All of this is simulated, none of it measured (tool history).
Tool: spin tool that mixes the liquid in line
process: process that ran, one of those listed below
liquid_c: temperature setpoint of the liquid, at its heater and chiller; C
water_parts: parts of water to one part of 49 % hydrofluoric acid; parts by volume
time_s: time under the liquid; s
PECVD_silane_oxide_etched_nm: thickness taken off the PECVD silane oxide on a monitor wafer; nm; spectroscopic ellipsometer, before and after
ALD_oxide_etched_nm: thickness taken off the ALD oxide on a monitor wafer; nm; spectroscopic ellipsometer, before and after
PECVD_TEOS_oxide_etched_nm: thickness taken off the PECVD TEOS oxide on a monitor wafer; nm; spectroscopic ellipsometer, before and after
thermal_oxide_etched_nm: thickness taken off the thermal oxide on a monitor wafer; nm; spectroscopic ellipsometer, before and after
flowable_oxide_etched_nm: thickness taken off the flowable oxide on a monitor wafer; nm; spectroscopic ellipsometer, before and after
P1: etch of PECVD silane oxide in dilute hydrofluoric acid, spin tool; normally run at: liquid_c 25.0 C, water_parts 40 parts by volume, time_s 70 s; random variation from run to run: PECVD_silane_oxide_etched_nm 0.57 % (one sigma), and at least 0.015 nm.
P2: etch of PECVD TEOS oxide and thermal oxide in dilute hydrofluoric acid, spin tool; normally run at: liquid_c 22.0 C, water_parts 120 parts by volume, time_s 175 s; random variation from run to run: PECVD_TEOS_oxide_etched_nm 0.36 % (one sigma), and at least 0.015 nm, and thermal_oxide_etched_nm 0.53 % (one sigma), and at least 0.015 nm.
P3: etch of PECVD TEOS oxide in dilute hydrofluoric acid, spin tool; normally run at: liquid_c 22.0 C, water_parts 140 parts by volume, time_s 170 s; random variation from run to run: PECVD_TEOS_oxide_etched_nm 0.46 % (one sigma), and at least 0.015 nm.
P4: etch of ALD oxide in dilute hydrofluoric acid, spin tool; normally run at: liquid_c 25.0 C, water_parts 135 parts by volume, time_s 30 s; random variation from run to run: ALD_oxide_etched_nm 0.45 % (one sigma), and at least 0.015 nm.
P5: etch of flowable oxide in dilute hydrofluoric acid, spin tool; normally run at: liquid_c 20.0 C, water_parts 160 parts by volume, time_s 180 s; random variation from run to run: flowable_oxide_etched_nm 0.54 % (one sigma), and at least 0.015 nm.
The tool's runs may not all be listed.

{"run": 1, "hour": 5.3, "process": "P1", "liquid_c": 25.0, "water_parts": 40, "time_s": 70, "PECVD_silane_oxide_etched_nm": 44.554}
{"run": 2, "hour": 14.5, "process": "P4", "liquid_c": 28.5, "water_parts": 135, "time_s": 30, "ALD_oxide_etched_nm": 8.2877}
{"run": 3, "hour": 23.7, "process": "P4", "liquid_c": 25.0, "water_parts": 135, "time_s": 30, "ALD_oxide_etched_nm": 7.1968}
{"run": 4, "hour": 28.0, "process": "P2", "liquid_c": 22.0, "water_parts": 120, "time_s": 175, "PECVD_TEOS_oxide_etched_nm": 21.86, "thermal_oxide_etched_nm": 6.1724}
{"run": 5, "hour": 32.9, "process": "P1", "liquid_c": 25.0, "water_parts": 25, "time_s": 70, "PECVD_silane_oxide_etched_nm": 73.494}
{"run": 6, "hour": 37.6, "process": "P5", "liquid_c": 24.5, "water_parts": 160, "time_s": 180, "flowable_oxide_etched_nm": 60.125}
{"run": 7, "hour": 44.1, "process": "P1", "liquid_c": 25.0, "water_parts": 40, "time_s": 70, "PECVD_silane_oxide_etched_nm": 44.771}
{"run": 8, "hour": 50.5, "process": "P3", "liquid_c": 22.0, "water_parts": 140, "time_s": 170, "PECVD_TEOS_oxide_etched_nm": 31.864}
{"hour": 52.8, "done": "thermometer replaced"}
{"run": 9, "hour": 56.1, "process": "P5", "liquid_c": 20.0, "water_parts": 160, "time_s": 180, "flowable_oxide_etched_nm": 50.268}
{"run": 10, "hour": 62.5, "process": "P4", "liquid_c": 25.0, "water_parts": 135, "time_s": 30, "ALD_oxide_etched_nm": 7.3078}
{"run": 11, "hour": 66.9, "process": "P4", "liquid_c": 25.0, "water_parts": 40, "time_s": 30, "ALD_oxide_etched_nm": 27.593}
{"run": 12, "hour": 71.4, "process": "P1", "liquid_c": 25.0, "water_parts": 60, "time_s": 70, "PECVD_silane_oxide_etched_nm": 28.828}
{"run": 13, "hour": 78.3, "process": "P1", "liquid_c": 25.0, "water_parts": 55, "time_s": 105, "PECVD_silane_oxide_etched_nm": 47.885}
{"run": 14, "hour": 85.5, "process": "P2", "liquid_c": 22.0, "water_parts": 120, "time_s": 175, "PECVD_TEOS_oxide_etched_nm": 21.821, "thermal_oxide_etched_nm": 6.1981}
{"run": 15, "hour": 92.0, "process": "P1", "liquid_c": 25.0, "water_parts": 40, "time_s": 70, "PECVD_silane_oxide_etched_nm": 44.78}
{"run": 16, "hour": 98.3, "process": "P1", "liquid_c": 25.0, "water_parts": 40, "time_s": 30, "PECVD_silane_oxide_etched_nm": 19.121}
{"run": 17, "hour": 102.8, "process": "P5", "liquid_c": 20.0, "water_parts": 160, "time_s": 265, "flowable_oxide_etched_nm": 74.496}
{"run": 18, "hour": 107.3, "process": "P1", "liquid_c": 32.0, "water_parts": 40, "time_s": 70, "PECVD_silane_oxide_etched_nm": 59.696}
{"run": 19, "hour": 112.1, "process": "P2", "liquid_c": 22.0, "water_parts": 120, "time_s": 330, "PECVD_TEOS_oxide_etched_nm": 41.34, "thermal_oxide_etched_nm": 11.769}
{"run": 20, "hour": 116.5, "process": "P2", "liquid_c": 17.0, "water_parts": 120, "time_s": 175, "PECVD_TEOS_oxide_etched_nm": 17.867, "thermal_oxide_etched_nm": 5.0748}
{"run": 21, "hour": 123.2, "process": "P3", "liquid_c": 22.0, "water_parts": 245, "time_s": 170, "PECVD_TEOS_oxide_etched_nm": 16.308}
{"run": 22, "hour": 129.4, "process": "P3", "liquid_c": 28.5, "water_parts": 140, "time_s": 170, "PECVD_TEOS_oxide_etched_nm": 41.208}
{"run": 23, "hour": 135.3, "process": "P2", "liquid_c": 22.0, "water_parts": 70, "time_s": 175, "PECVD_TEOS_oxide_etched_nm": 39.751, "thermal_oxide_etched_nm": 11.281}
{"run": 24, "hour": 140.6, "process": "P1", "liquid_c": 25.0, "water_parts": 70, "time_s": 40, "PECVD_silane_oxide_etched_nm": 14.007}
{"run": 25, "hour": 147.5, "process": "P1", "liquid_c": 25.0, "water_parts": 40, "time_s": 115, "PECVD_silane_oxide_etched_nm": 74.165}
{"run": 26, "hour": 154.9, "process": "P1", "liquid_c": 21.0, "water_parts": 40, "time_s": 70, "PECVD_silane_oxide_etched_nm": 38.117}
{"run": 27, "hour": 159.2, "process": "P3", "liquid_c": 22.0, "water_parts": 140, "time_s": 85, "PECVD_TEOS_oxide_etched_nm": 15.948}
{"run": 28, "hour": 165.0, "process": "P1", "liquid_c": 25.0, "water_parts": 25, "time_s": 20, "PECVD_silane_oxide_etched_nm": 20.811}
{"run": 29, "hour": 174.1, "process": "P5", "liquid_c": 20.0, "water_parts": 35, "time_s": 180, "flowable_oxide_etched_nm": 263.37}
{"run": 30, "hour": 182.7, "process": "P5", "liquid_c": 20.0, "water_parts": 160, "time_s": 180, "flowable_oxide_etched_nm": 50.815}
{"run": 31, "hour": 189.2, "process": "P1", "liquid_c": 25.0, "water_parts": 40, "time_s": 70, "PECVD_silane_oxide_etched_nm": 45.099}
{"run": 32, "hour": 198.3, "process": "P4", "liquid_c": 25.0, "water_parts": 135, "time_s": 55, "ALD_oxide_etched_nm": 13.453}
{"run": 33, "hour": 207.2, "process": "P1", "liquid_c": 25.0, "water_parts": 40, "time_s": 70, "PECVD_silane_oxide_etched_nm": 45.016}
{"run": 34, "hour": 211.2, "process": "P1", "liquid_c": 25.0, "water_parts": 40, "time_s": 70, "PECVD_silane_oxide_etched_nm": 44.029}
{"run": 35, "hour": 217.4, "process": "P1", "liquid_c": 25.0, "water_parts": 40, "time_s": 70, "PECVD_silane_oxide_etched_nm": 42.797}
{"run": 36, "hour": 224.4, "process": "P1", "liquid_c": 25.0, "water_parts": 40, "time_s": 70, "PECVD_silane_oxide_etched_nm": 42.075}
{"run": 37, "hour": 228.6, "process": "P1", "liquid_c": 25.0, "water_parts": 40, "time_s": 70, "PECVD_silane_oxide_etched_nm": 41.979}
{"run": 38, "hour": 237.6, "process": "P1", "liquid_c": 25.0, "water_parts": 40, "time_s": 70, "PECVD_silane_oxide_etched_nm": 42.071}
{"run": 39, "hour": 245.3, "process": "P1", "liquid_c": 25.0, "water_parts": 40, "time_s": 70, "PECVD_silane_oxide_etched_nm": 41.785}

Run 40 comes next. What will it give?
{"run": 40, "hour": 250.1, "process": "P1", "liquid_c": 25.0, "water_parts": 40, "time_s": 70, "PECVD_silane_oxide_etched_nm": "?"}

{"run 40": {"PECVD_silane_oxide_etched_nm": 41.271}}

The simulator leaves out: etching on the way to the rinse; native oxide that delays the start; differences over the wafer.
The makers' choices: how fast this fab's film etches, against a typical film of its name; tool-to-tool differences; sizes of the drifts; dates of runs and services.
